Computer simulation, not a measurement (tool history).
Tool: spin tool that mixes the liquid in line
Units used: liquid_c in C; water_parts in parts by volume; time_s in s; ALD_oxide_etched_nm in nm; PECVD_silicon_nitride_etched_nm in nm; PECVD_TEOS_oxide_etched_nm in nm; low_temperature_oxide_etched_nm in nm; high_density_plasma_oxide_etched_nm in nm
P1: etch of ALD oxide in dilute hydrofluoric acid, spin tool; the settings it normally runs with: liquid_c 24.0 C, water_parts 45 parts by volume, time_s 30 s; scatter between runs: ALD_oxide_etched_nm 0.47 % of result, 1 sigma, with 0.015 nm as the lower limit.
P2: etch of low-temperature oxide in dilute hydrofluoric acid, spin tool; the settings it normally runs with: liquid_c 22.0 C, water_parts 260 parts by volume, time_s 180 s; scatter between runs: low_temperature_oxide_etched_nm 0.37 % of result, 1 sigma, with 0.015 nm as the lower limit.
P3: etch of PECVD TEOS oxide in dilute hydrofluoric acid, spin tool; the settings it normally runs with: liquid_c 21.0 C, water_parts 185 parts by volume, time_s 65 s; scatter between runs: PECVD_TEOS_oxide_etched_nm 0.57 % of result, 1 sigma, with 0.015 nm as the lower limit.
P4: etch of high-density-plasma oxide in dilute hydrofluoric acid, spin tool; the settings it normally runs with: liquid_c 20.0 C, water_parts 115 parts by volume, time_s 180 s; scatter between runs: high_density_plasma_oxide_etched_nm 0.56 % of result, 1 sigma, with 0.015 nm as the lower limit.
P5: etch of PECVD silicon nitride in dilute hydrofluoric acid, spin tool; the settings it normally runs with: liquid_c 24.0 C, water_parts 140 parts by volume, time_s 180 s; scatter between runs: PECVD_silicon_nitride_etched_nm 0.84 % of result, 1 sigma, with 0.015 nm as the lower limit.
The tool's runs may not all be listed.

| run | day | process | liquid_c | water_parts | time_s | ALD_oxide_etched_nm | PECVD_silicon_nitride_etched_nm | PECVD_TEOS_oxide_etched_nm | low_temperature_oxide_etched_nm | high_density_plasma_oxide_etched_nm |
|---|---|---|---|---|---|---|---|---|---|---|
| 1 | 0.196 | P1 | 24.0 | 45 | 30 | 15.6600 |  |  |  |  |
| 2 | 0.300 | P5 | 24.0 | 140 | 180 |  | 2.4710 |  |  |  |
| 3 | 0.442 | P1 | 19.0 | 45 | 30 | 12.4600 |  |  |  |  |
| 4 | 0.604 | P1 | 24.0 | 45 | 30 | 15.5470 |  |  |  |  |
| 5 | 0.704 | P3 | 21.0 | 55 | 65 |  |  | 23.6780 |  |  |
| 6 | 0.867 | P2 | 22.0 | 260 | 100 |  |  |  | 4.1685 |  |
| 7 | 0.975 | P2 | 22.0 | 260 | 180 |  |  |  | 7.5088 |  |
| 8 | 1.075 | P1 | 24.0 | 60 | 15 | 5.6960 |  |  |  |  |
| 9 | 1.204 | P5 | 24.0 | 40 | 180 |  | 8.4668 |  |  |  |
| 10 | 1.362 | P3 | 29.0 | 185 | 65 |  |  | 8.0824 |  |  |
| 11 | 1.558 | P1 | 28.0 | 20 | 30 | 42.6390 |  |  |  |  |
| 12 | 1.700 | P1 | 24.0 | 25 | 30 | 28.8040 |  |  |  |  |
| 13 | 1.817 | P1 | 20.0 | 65 | 30 | 8.8821 |  |  |  |  |
| 14 | 2.012 | P2 | 17.0 | 260 | 180 |  |  |  | 6.1779 |  |
| 15 | 2.125 | P1 | 24.0 | 45 | 30 | 15.4840 |  |  |  |  |
| 16 | 2.283 | P4 | 20.0 | 115 | 180 |  |  |  |  | 6.83280 |
| 17 | 2.458 | P4 | 20.0 | 115 | 15 |  |  |  |  | 0.55875 |
| 18 | 2.608 | P5 | 24.0 | 140 | 345 |  | 4.7537 |  |  |  |
| 19 | 2.767 | P5 | 19.5 | 140 | 180 |  | 1.8436 |  |  |  |
| 20 | 2.867 | P1 | 24.0 | 65 | 30 | 10.4340 |  |  |  |  |
| 21 | 2.967 | P4 | 20.0 | 20 | 180 |  |  |  |  | 43.23100 |
| 22 | 3.112 | P1 | 24.0 | 45 | 15 | 7.7628 |  |  |  |  |
| 23 | 3.246 | P1 | 24.0 | 45 | 30 | 15.5850 |  |  |  |  |
| 24 | 3.412 | P1 | 24.0 | 45 | 55 | 28.2200 |  |  |  |  |
| 25 | 3.525 | P1 | 28.5 | 45 | 30 | 18.6930 |  |  |  |  |
| 26 | 3.654 | P3 | 21.0 | 185 | 130 |  |  | 12.0070 |  |  |
| 27 | 3.846 | P3 | 21.0 | 185 | 65 |  |  | 5.9884 |  |  |
| 28 | 3.996 | P4 | 26.0 | 115 | 180 |  |  |  |  | 8.54290 |
| 29 | 4.104 | P2 | 22.0 | 85 | 180 |  |  |  | 27.4960 |  |
| 30 | 4.238 | P1 | 24.0 | 45 | 30 | 15.6020 |  |  |  |  |
| 31 | 4.404 | P1 | 24.0 | 45 | 30 | 16.0250 |  |  |  |  |
| 32 | 4.600 | P1 | 24.0 | 45 | 30 | 16.3810 |  |  |  |  |
| 33 | 4.688 | P1 | 24.0 | 45 | 30 | 16.6070 |  |  |  |  |
| 34 | 4.808 | P1 | 24.0 | 45 | 30 | 16.6990 |  |  |  |  |
| 35 | 4.971 | P1 | 24.0 | 45 | 30 | 16.6200 |  |  |  |  |
| 36 | 5.125 | P1 | 24.0 | 45 | 30 | 16.7590 |  |  |  |  |
| 37 | 5.308 | P1 | 24.0 | 45 | 30 | 16.7090 |  |  |  |  |
| 38 | 5.462 | P1 | 24.0 | 45 | 30 | 16.8240 |  |  |  |  |
| 39 | 5.617 | P1 | 24.0 | 45 | 30 | 16.9950 |  |  |  |  |
| 40 | 5.771 | P1 | 24.0 | 45 | 30 | 16.9630 |  |  |  |  |
| 41 | 5.871 | P1 | 24.0 | 45 | 30 | 17.0180 |  |  |  |  |

What P1 gives has crept away from where it was. These 2 causes fit the log equally well, each at the size given:
A: hydrofluoric acid flow above the setpoint (%) = 8.47
B: liquid hotter than its thermometer reads (K) = 2.11
Creep in the process output first set in at about day 4.238.

Each of the check runs listed below is run on 2 wafers and reports their average, with the results left as question marks. Pick the one under which the possible causes would lead to clearly different results.
| check 1 | 5.971 | P2 | 17.0 | 95 | 180 |  |  |  | ? |  |
| check 2 | 5.971 | P4 | 20.0 | 70 | 180 |  |  |  |  | ? |
| check 3 | 5.971 | P3 | 21.0 | 115 | 115 |  |  | ? |  |  |
| check 4 | 5.971 | P5 | 19.5 | 140 | 335 |  | ? |  |  |  |

Expected result of each check under each candidate cause:
| check | result | if A | if B |
|---|---|---|---|
| check 1 | low_temperature_oxide_etched_nm | 21.6880 | 21.6730 |
| check 2 | high_density_plasma_oxide_etched_nm | 12.69800 | 12.69600 |
| check 3 | PECVD_TEOS_oxide_etched_nm | 20.2410 | 20.0960 |
| check 4 | PECVD_silicon_nitride_etched_nm | 3.7037 | 3.9394 |
How far apart the two closest causes lie, in the result that separates them most: check 1 0.07 %; check 2 0.02 %; check 3 0.72 %; check 4 6.17 %
The causes can be told apart only by check 4. The other checks would give nearly the same results under each of them.

Here is what check 4 returned: PECVD_silicon_nitride_etched_nm 3.9524 nm. Which cause is it?

Of the candidate causes, it is B: liquid hotter than its thermometer reads (K).

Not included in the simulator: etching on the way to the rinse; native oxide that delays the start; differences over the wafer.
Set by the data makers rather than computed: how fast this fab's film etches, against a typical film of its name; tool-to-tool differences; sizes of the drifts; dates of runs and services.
